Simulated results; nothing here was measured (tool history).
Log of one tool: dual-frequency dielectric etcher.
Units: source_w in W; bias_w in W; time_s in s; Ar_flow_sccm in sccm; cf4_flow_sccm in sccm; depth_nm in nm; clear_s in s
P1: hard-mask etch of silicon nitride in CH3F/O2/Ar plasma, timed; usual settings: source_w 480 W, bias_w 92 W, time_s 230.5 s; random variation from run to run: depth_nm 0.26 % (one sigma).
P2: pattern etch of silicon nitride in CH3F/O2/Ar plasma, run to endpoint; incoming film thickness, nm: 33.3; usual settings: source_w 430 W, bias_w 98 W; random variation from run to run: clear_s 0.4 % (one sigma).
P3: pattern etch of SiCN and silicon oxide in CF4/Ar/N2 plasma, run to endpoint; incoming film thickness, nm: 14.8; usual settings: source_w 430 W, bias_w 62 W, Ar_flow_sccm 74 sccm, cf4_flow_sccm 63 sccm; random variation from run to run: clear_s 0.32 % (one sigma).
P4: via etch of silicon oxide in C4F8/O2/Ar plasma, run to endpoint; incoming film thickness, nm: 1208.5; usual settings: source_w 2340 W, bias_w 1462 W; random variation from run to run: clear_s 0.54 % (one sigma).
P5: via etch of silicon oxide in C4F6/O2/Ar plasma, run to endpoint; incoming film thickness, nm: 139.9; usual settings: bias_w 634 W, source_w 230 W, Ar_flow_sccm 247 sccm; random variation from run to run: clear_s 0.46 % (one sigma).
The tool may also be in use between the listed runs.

run    day  process  source_w  bias_w  time_s  Ar_flow_sccm  cf4_flow_sccm  hours since the last wet clean  hours since the last source power generator calibration  hours since the last bias power generator calibration  depth_nm  clear_s
  1  0.183       P1       480      92   230.5                                                        342.9                                                   1386.7                                                    771    185.48
  2  0.308       P3       430      62                    45             63                           345.9                                                   1389.7                                                    774             17.566
  3  0.404       P1       480      92   230.5                                                        348.2                                                     1392                                                  776.3    184.61
  4    0.6       P5       230     427                   247                                          352.9                                                   1396.7                                                    781             38.408
  5  0.704       P1       480      92   230.5                                                        355.4                                                   1399.2                                                  783.5    185.11
  6  0.879       P1       480      92   230.5                                                        359.6                                                   1403.4                                                  787.7    185.12
  7  1.079       P5       150     634                   247                                          364.4                                                   1408.2                                                  792.5             38.477
  8  1.183       P4      2340    1029                                                                366.9                                                   1410.7                                                    795             279.32
  9  1.392       P3       430      62                    74             83                           371.9                                                   1415.7                                                    800             18.135
 10  1.567       P1       480     128   230.5                                                        376.1                                                   1419.9                                                  804.2    208.46
 11  1.712       P1       350      92   230.5                                                        379.6                                                   1423.4                                                  807.7    164.67
 12  1.921       P5       230     634                   188                                          384.6                                                   1428.4                                                  812.7             32.348
 13  2.017       P1       480      92     173                                                        386.9                                                   1430.7                                                    815    138.25
 14  2.121       P2       430     133                                                                389.4                                                   1433.2                                                  817.5             37.863
 15  2.221       P3       550      62                    74             63                           391.8                                                   1435.6                                                  819.9             15.092
 16  2.367       P3       430      62                    74             63                           395.3                                                   1439.1                                                  823.4             18.758
 17  2.554       P1       630      92   230.5                                                        399.8                                                   1443.6                                                  827.9    204.37
 18    2.7       P4      2340    1462                                                                403.3                                                   1447.1                                                  831.4             257.26
 19  2.883       P5       230     634                   247                                          407.7                                                   1451.5                                                  835.8             32.874
 20  2.971       P1       480      92   230.5                                                        409.8                                                   1453.6                                                  837.9    184.62
 21  3.075       P1       480     118     156                                                        412.3                                                   1456.1                                                  840.4    136.69
 22  3.229       P5       230     634                   247                                            416                                                   1459.8                                                  844.1               32.9
 23  3.412       P3       430      86                    74             63                           420.4                                                   1464.2                                                  848.5              16.87
 24  3.529       P1       480      92   230.5                                                        423.2                                                     1467                                                  851.3     184.9
 25  3.633       P1       580      92   179.5                                                        425.7                                                   1469.5                                                  853.8    155.11
 26  3.771       P2       300      98                                                                  429                                                   1472.8                                                  857.1             48.577
 27  3.896       P4      2890    1462                                                                  432                                                   1475.8                                                  860.1             236.09
 28  4.033       P2       430      98                                                                435.3                                                   1479.1                                                  863.4             42.643
 29  4.229       P1       480     118     311                                                          440                                                   1483.8                                                  868.1    272.65
 30  4.325       P1       480      92     306                                                        442.3                                                   1486.1                                                  870.4    246.04
 31  4.429       P1       480      65   230.5                                                        444.8                                                   1488.6                                                  872.9    163.38
 32  4.517       P1       480      92   230.5                                                        446.9                                                   1490.7                                                    875    186.17
 33  4.692       P1       480      92   230.5                                                        451.1                                                   1494.9                                                  879.2    183.85
 34  4.854       P1       480      92   230.5                                                          455                                                   1498.8                                                  883.1    184.17
 35  5.021       P1       480      92   230.5                                                          459                                                   1502.8                                                  887.1    181.45
     5.042  -- wet clean of the chamber
 36    5.2       P1       480      92   230.5                                                          3.9                                                   1507.1                                                  891.4    182.67
 37  5.362       P1       480      92   230.5                                                          7.8                                                     1511                                                  895.3    183.36
 38  5.538       P1       480      92   230.5                                                           12                                                   1515.2                                                  899.5    182.48

What P1 gives has crept away from where it was. These 2 causes fit the log equally well, each at the size given:
A: source power that arrives under what is set, % = 4.43
B: bias power that arrives under what is set, % = 4.67
The creep began at about day 4.517.
Why every other cause is out:
chamber walls in a state that lowers the etch rate, %: serviced at day 5.042, which brought nothing back

4 check runs are offered, one wafer each, their results left as question marks. Which one tells the causes apart?
check 1  5.712       P5       230     634                   247                                                                                                                                                                                 ?
check 2  5.712       P4      2340    1462                                                                                                                                                                                                       ?
check 3  5.712       P3       430      62                    74             63                                                                                                                                                                  ?
check 4  5.712       P2       430      98                                                                                                                                                                                                       ?

What each check would give under each cause:
  check   result    if A    if B
check 1  clear_s  33.679  33.762
check 2  clear_s  261.74  260.17
check 3  clear_s  19.604  19.117
check 4  clear_s  43.247  43.266
How far apart the two closest causes lie, in the result that separates them most: check 1 0.25 %; check 2 0.6 %; check 3 2.52 %; check 4 0.04 %
Only check 3 tells the causes apart: in the others they would give nearly the same result.

Check 3 was then run and gave: clear_s 19.65 s. Which cause is it?

It is A: source power that arrives under what is set, %.
